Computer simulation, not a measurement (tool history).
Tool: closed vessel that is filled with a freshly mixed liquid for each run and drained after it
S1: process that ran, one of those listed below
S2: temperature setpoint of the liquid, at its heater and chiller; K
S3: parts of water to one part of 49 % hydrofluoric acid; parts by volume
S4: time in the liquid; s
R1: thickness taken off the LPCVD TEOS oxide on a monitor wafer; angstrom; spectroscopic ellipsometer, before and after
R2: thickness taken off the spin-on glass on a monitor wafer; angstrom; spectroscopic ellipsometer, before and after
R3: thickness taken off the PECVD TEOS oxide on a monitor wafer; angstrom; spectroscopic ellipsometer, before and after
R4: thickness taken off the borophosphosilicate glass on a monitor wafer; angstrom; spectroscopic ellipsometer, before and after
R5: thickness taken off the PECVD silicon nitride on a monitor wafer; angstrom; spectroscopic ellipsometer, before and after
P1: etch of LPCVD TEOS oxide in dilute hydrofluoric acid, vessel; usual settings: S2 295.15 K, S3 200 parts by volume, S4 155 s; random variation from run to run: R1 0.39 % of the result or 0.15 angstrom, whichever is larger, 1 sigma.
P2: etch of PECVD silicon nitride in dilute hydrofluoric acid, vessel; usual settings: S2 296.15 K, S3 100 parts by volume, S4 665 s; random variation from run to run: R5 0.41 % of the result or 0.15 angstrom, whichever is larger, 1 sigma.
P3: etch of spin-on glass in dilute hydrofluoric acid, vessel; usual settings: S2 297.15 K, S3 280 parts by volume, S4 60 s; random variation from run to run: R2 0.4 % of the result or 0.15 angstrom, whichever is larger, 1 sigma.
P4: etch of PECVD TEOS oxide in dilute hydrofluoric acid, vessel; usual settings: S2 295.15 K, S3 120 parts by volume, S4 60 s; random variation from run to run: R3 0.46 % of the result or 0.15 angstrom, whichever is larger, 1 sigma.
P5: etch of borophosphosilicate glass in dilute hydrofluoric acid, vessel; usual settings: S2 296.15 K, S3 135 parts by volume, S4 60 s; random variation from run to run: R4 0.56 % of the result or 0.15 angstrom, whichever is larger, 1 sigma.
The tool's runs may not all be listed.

Run 1, hour 12.5: S1 P1, S2 295.15 K, S3 200 parts by volume, S4 155 s. Result: R1 107.37 angstrom.
Run 2, hour 30.8: S1 P3, S2 297.15 K, S3 55 parts by volume, S4 60 s. Result: R2 476.67 angstrom.
Run 3, hour 40.5: S1 P1, S2 295.15 K, S3 200 parts by volume, S4 155 s. Result: R1 107.44 angstrom.
Run 4, hour 57.9: S1 P4, S2 295.15 K, S3 120 parts by volume, S4 60 s. Result: R3 87.222 angstrom.
Run 5, hour 66.5: S1 P4, S2 295.15 K, S3 220 parts by volume, S4 60 s. Result: R3 42.963 angstrom.
Run 6, hour 77.8: S1 P3, S2 297.15 K, S3 280 parts by volume, S4 115 s. Result: R2 138.52 angstrom.
Run 7, hour 93.8: S1 P1, S2 295.15 K, S3 200 parts by volume, S4 55 s. Result: R1 38.295 angstrom.
Run 8, hour 109.1: S1 P4, S2 295.15 K, S3 120 parts by volume, S4 60 s. Result: R3 87.379 angstrom.
Run 9, hour 120.4: S1 P3, S2 297.15 K, S3 280 parts by volume, S4 60 s. Result: R2 72.549 angstrom.
Run 10, hour 135.9: S1 P5, S2 296.15 K, S3 35 parts by volume, S4 60 s. Result: R4 1277.9 angstrom.
Run 11, hour 147.9: S1 P5, S2 296.15 K, S3 135 parts by volume, S4 105 s. Result: R4 508.65 angstrom.
Run 12, hour 164.3: S1 P1, S2 295.15 K, S3 305 parts by volume, S4 65 s. Result: R1 26.666 angstrom.
Run 13, hour 177.7: S1 P1, S2 295.15 K, S3 200 parts by volume, S4 155 s. Result: R1 107.95 angstrom.
Run 14, hour 195.6: S1 P4, S2 303.15 K, S3 120 parts by volume, S4 60 s. Result: R3 117.54 angstrom.
Run 15, hour 213.8: S1 P2, S2 291.65 K, S3 100 parts by volume, S4 665 s. Result: R5 83.032 angstrom.
Run 16, hour 226.6: S1 P2, S2 296.15 K, S3 100 parts by volume, S4 1270 s. Result: R5 215.89 angstrom.
Run 17, hour 241.4: S1 P1, S2 301.15 K, S3 200 parts by volume, S4 155 s. Result: R1 134.2 angstrom.
Run 18, hour 249.8: S1 P2, S2 296.15 K, S3 100 parts by volume, S4 665 s. Result: R5 113 angstrom.
Run 19, hour 260.3: S1 P1, S2 295.15 K, S3 75 parts by volume, S4 155 s. Result: R1 333.17 angstrom.
Run 20, hour 272.9: S1 P5, S2 296.15 K, S3 135 parts by volume, S4 60 s. Result: R4 290.85 angstrom.
Run 21, hour 281.6: S1 P1, S2 295.15 K, S3 200 parts by volume, S4 155 s. Result: R1 107.18 angstrom.
Run 22, hour 293.9: S1 P1, S2 295.15 K, S3 200 parts by volume, S4 155 s. Result: R1 107.67 angstrom.
Run 23, hour 311.8: S1 P1, S2 299.15 K, S3 200 parts by volume, S4 295 s. Result: R1 236.11 angstrom.
Run 24, hour 328.7: S1 P1, S2 295.15 K, S3 320 parts by volume, S4 155 s. Result: R1 60.408 angstrom.
Run 25, hour 336.9: S1 P1, S2 295.15 K, S3 200 parts by volume, S4 295 s. Result: R1 204.42 angstrom.
Run 26, hour 354.5: S1 P3, S2 304.15 K, S3 280 parts by volume, S4 60 s. Result: R2 91.894 angstrom.
Run 27, hour 365: S1 P1, S2 295.15 K, S3 200 parts by volume, S4 155 s. Result: R1 107.71 angstrom.
Run 28, hour 375.1: S1 P5, S2 302.65 K, S3 135 parts by volume, S4 60 s. Result: R4 373.18 angstrom.
Run 29, hour 390.4: S1 P1, S2 295.15 K, S3 305 parts by volume, S4 70 s. Result: R1 28.916 angstrom.

Run 30 comes next. What will it give?
Run 30, hour 401.3: S1 P4, S2 295.15 K, S3 120 parts by volume, S4 105 s. Result: R3 ?.

R3: 152.38 angstrom
